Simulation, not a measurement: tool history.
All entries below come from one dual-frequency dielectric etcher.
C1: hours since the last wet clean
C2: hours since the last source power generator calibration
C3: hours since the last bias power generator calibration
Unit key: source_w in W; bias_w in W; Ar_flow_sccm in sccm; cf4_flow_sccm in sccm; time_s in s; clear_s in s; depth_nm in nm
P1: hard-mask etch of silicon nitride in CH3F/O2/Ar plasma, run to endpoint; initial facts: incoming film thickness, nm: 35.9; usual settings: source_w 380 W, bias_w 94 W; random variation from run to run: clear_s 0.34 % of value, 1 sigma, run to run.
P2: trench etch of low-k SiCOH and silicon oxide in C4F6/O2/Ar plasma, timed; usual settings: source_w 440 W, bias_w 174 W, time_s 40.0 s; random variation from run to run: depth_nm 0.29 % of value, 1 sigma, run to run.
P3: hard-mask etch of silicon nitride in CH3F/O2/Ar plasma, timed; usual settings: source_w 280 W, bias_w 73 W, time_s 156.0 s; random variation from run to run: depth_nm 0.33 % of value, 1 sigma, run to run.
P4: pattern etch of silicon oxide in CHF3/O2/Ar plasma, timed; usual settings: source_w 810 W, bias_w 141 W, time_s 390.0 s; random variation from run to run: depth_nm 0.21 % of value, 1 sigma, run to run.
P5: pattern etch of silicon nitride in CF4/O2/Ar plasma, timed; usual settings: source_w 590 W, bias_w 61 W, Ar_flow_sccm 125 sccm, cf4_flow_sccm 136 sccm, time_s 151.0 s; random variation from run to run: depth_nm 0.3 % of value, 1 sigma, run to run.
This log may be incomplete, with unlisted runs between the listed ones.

Run 1, day 0.304: process P1, source_w 380 W, bias_w 94 W; C1 83.7; C2 1736.4; C3 2093.2. Result: clear_s 47.159 s.
Run 2, day 0.592: process P1, source_w 380 W, bias_w 94 W; C1 90.6; C2 1743.3; C3 2100.1. Result: clear_s 47.210 s.
Run 3, day 1.000: process P5, source_w 590 W, bias_w 73 W, Ar_flow_sccm 125 sccm, cf4_flow_sccm 136 sccm, time_s 151.0 s; C1 100.4; C2 1753.1; C3 2109.9. Result: depth_nm 389.650 nm.
Run 4, day 1.254: process P3, source_w 280 W, bias_w 73 W, time_s 92.0 s; C1 106.5; C2 1759.2; C3 2116.0. Result: depth_nm 56.302 nm.
Run 5, day 1.512: process P4, source_w 810 W, bias_w 141 W, time_s 390.0 s; C1 112.7; C2 1765.4; C3 2122.2. Result: depth_nm 820.300 nm.
Run 6, day 1.904: process P5, source_w 590 W, bias_w 61 W, Ar_flow_sccm 163 sccm, cf4_flow_sccm 136 sccm, time_s 151.0 s; C1 122.1; C2 1774.8; C3 2131.6. Result: depth_nm 350.480 nm.
Run 7, day 2.229: process P4, source_w 600 W, bias_w 141 W, time_s 390.0 s; C1 129.9; C2 1782.6; C3 2139.4. Result: depth_nm 728.910 nm.
Run 8, day 2.462: process P1, source_w 380 W, bias_w 94 W; C1 135.5; C2 1788.2; C3 2145.0. Result: clear_s 47.122 s.
Run 9, day 2.800: process P3, source_w 220 W, bias_w 73 W, time_s 156.0 s; C1 143.6; C2 1796.3; C3 2153.1. Result: depth_nm 86.792 nm.
Run 10, day 3.246: process P1, source_w 380 W, bias_w 94 W; C1 154.3; C2 1807.0; C3 2163.8. Result: clear_s 47.360 s.
Run 11, day 3.692: process P5, source_w 590 W, bias_w 61 W, Ar_flow_sccm 125 sccm, cf4_flow_sccm 163 sccm, time_s 151.0 s; C1 165.0; C2 1817.7; C3 2174.5. Result: depth_nm 368.140 nm.
Run 12, day 3.950: process P5, source_w 840 W, bias_w 61 W, Ar_flow_sccm 125 sccm, cf4_flow_sccm 136 sccm, time_s 151.0 s; C1 171.2; C2 1823.9; C3 2180.7. Result: depth_nm 492.380 nm.
Run 13, day 4.400: process P1, source_w 460 W, bias_w 75 W; C1 182.0; C2 1834.7; C3 2191.5. Result: clear_s 47.537 s.
At day 4.617: bias power generator calibrated.
Run 14, day 4.675: process P1, source_w 380 W, bias_w 94 W; C1 188.6; C2 1841.3; C3 1.5. Result: clear_s 47.437 s.
Run 15, day 5.029: process P5, source_w 590 W, bias_w 61 W, Ar_flow_sccm 125 sccm, cf4_flow_sccm 136 sccm, time_s 191.5 s; C1 197.1; C2 1849.8; C3 10.0. Result: depth_nm 458.630 nm.
Run 16, day 5.288: process P4, source_w 810 W, bias_w 141 W, time_s 264.5 s; C1 203.3; C2 1856.0; C3 16.2. Result: depth_nm 556.060 nm.
Run 17, day 5.767: process P2, source_w 440 W, bias_w 245 W, time_s 40.0 s; C1 214.8; C2 1867.5; C3 27.7. Result: depth_nm 142.630 nm.
Run 18, day 6.038: process P1, source_w 380 W, bias_w 65 W; C1 221.3; C2 1874.0; C3 34.2. Result: clear_s 53.901 s.
Run 19, day 6.300: process P4, source_w 810 W, bias_w 178 W, time_s 390.0 s; C1 227.6; C2 1880.3; C3 40.5. Result: depth_nm 884.370 nm.
At day 6.462: source power generator calibrated.
Run 20, day 6.546: process P1, source_w 530 W, bias_w 131 W; C1 233.5; C2 2.0; C3 46.4. Result: clear_s 36.866 s.
Run 21, day 7.008: process P5, source_w 590 W, bias_w 61 W, Ar_flow_sccm 125 sccm, cf4_flow_sccm 136 sccm, time_s 151.0 s; C1 244.6; C2 13.1; C3 57.5. Result: depth_nm 362.760 nm.
Run 22, day 7.338: process P4, source_w 810 W, bias_w 141 W, time_s 390.0 s; C1 252.5; C2 21.0; C3 65.4. Result: depth_nm 820.260 nm.
Run 23, day 7.700: process P2, source_w 440 W, bias_w 174 W, time_s 40.0 s; C1 261.2; C2 29.7; C3 74.1. Result: depth_nm 126.750 nm.
Run 24, day 8.142: process P2, source_w 550 W, bias_w 174 W, time_s 40.0 s; C1 271.8; C2 40.3; C3 84.7. Result: depth_nm 137.670 nm.
Run 25, day 8.396: process P1, source_w 380 W, bias_w 94 W; C1 277.9; C2 46.4; C3 90.8. Result: clear_s 47.323 s.
Run 26, day 8.850: process P1, source_w 440 W, bias_w 132 W; C1 288.8; C2 57.3; C3 101.7. Result: clear_s 39.752 s.
Run 27, day 9.112: process P1, source_w 270 W, bias_w 94 W; C1 295.1; C2 63.6; C3 108.0. Result: clear_s 53.681 s.
Run 28, day 9.329: process P3, source_w 280 W, bias_w 87 W, time_s 156.0 s; C1 300.3; C2 68.8; C3 113.2. Result: depth_nm 101.370 nm.
Run 29, day 9.562: process P1, source_w 460 W, bias_w 94 W; C1 305.9; C2 74.4; C3 118.8. Result: clear_s 43.995 s.
Run 30, day 10.000: process P2, source_w 440 W, bias_w 174 W, time_s 53.0 s; C1 316.4; C2 84.9; C3 129.3. Result: depth_nm 168.190 nm.
Run 31, day 10.358: process P1, source_w 380 W, bias_w 124 W; C1 325.0; C2 93.5; C3 137.9. Result: clear_s 42.556 s.
Run 32, day 10.812: process P3, source_w 280 W, bias_w 73 W, time_s 156.0 s; C1 335.9; C2 104.4; C3 148.8. Result: depth_nm 95.124 nm.
Run 33, day 11.200: process P1, source_w 380 W, bias_w 94 W; C1 345.2; C2 113.7; C3 158.1. Result: clear_s 47.197 s.
Run 34, day 11.483: process P1, source_w 380 W, bias_w 94 W; C1 352.0; C2 120.5; C3 164.9. Result: clear_s 47.424 s.
Run 35, day 11.912: process P1, source_w 380 W, bias_w 94 W; C1 362.3; C2 130.8; C3 175.2. Result: clear_s 47.375 s.
Run 36, day 12.133: process P1, source_w 380 W, bias_w 94 W; C1 367.6; C2 136.1; C3 180.5. Result: clear_s 47.719 s.
Run 37, day 12.383: process P1, source_w 380 W, bias_w 94 W; C1 373.6; C2 142.1; C3 186.5. Result: clear_s 47.831 s.
Run 38, day 12.846: process P1, source_w 380 W, bias_w 94 W; C1 384.7; C2 153.2; C3 197.6. Result: clear_s 47.813 s.
Run 39, day 13.304: process P1, source_w 380 W, bias_w 94 W; C1 395.7; C2 164.2; C3 208.6. Result: clear_s 47.783 s.
Run 40, day 13.788: process P1, source_w 380 W, bias_w 94 W; C1 407.3; C2 175.8; C3 220.2. Result: clear_s 48.216 s.
At day 13.983: wet clean of the chamber.
Run 41, day 14.162: process P1, source_w 380 W, bias_w 94 W; C1 4.4; C2 184.8; C3 229.2. Result: clear_s 48.033 s.
Run 42, day 14.638: process P1, source_w 380 W, bias_w 94 W; C1 15.8; C2 196.2; C3 240.6. Result: clear_s 47.931 s.
Run 43, day 14.971: process P1, source_w 380 W, bias_w 94 W; C1 23.8; C2 204.2; C3 248.6. Result: clear_s 48.089 s.

The output of P1 has drifted from where it used to be. Each of the 2 causes below, taken at the size shown beside it, accounts for the log equally well:
A: source power that arrives under what is set, % = 4.51
B: bias power that arrives under what is set, % = 4.63
Onset of the creep was near day 11.200.
Other possible causes, and why each is ruled out:
chamber walls in a state that lowers the etch rate, %: serviced after onset, at day 13.983, with no recovery of the prior output

Question marks stand in for the results of the 4 check runs listed below, each run on one wafer. Under which run would the listed causes show clearly different results?
Run check 1, day 15.304: process P5, source_w 590 W, bias_w 61 W, Ar_flow_sccm 125 sccm, cf4_flow_sccm 136 sccm, time_s 151.0 s. Result: depth_nm ?.
Run check 2, day 15.304: process P2, source_w 440 W, bias_w 174 W, time_s 40.0 s. Result: depth_nm ?.
Run check 3, day 15.304: process P4, source_w 810 W, bias_w 141 W, time_s 390.0 s. Result: depth_nm ?.
Run check 4, day 15.304: process P3, source_w 280 W, bias_w 73 W, time_s 156.0 s. Result: depth_nm ?.

Predicted outcomes, by check and by cause:
  check    result     if A     if B
check 1  depth_nm  347.850  355.640
check 2  depth_nm  124.490  124.910
check 3  depth_nm  807.080  809.780
check 4  depth_nm   93.555   93.616
Minimum pairwise separation of causes per check, each pair taken at its best-separating result: check 1 2.21 %; check 2 0.34 %; check 3 0.33 %; check 4 0.07 %
The causes can be told apart only by check 1. The other checks would give nearly the same results under each of them.

With check 1 done, the readings were: depth_nm 356.190 nm. Identify which of the listed causes applies.

Of the candidate causes, it is B: bias power that arrives under what is set, %.

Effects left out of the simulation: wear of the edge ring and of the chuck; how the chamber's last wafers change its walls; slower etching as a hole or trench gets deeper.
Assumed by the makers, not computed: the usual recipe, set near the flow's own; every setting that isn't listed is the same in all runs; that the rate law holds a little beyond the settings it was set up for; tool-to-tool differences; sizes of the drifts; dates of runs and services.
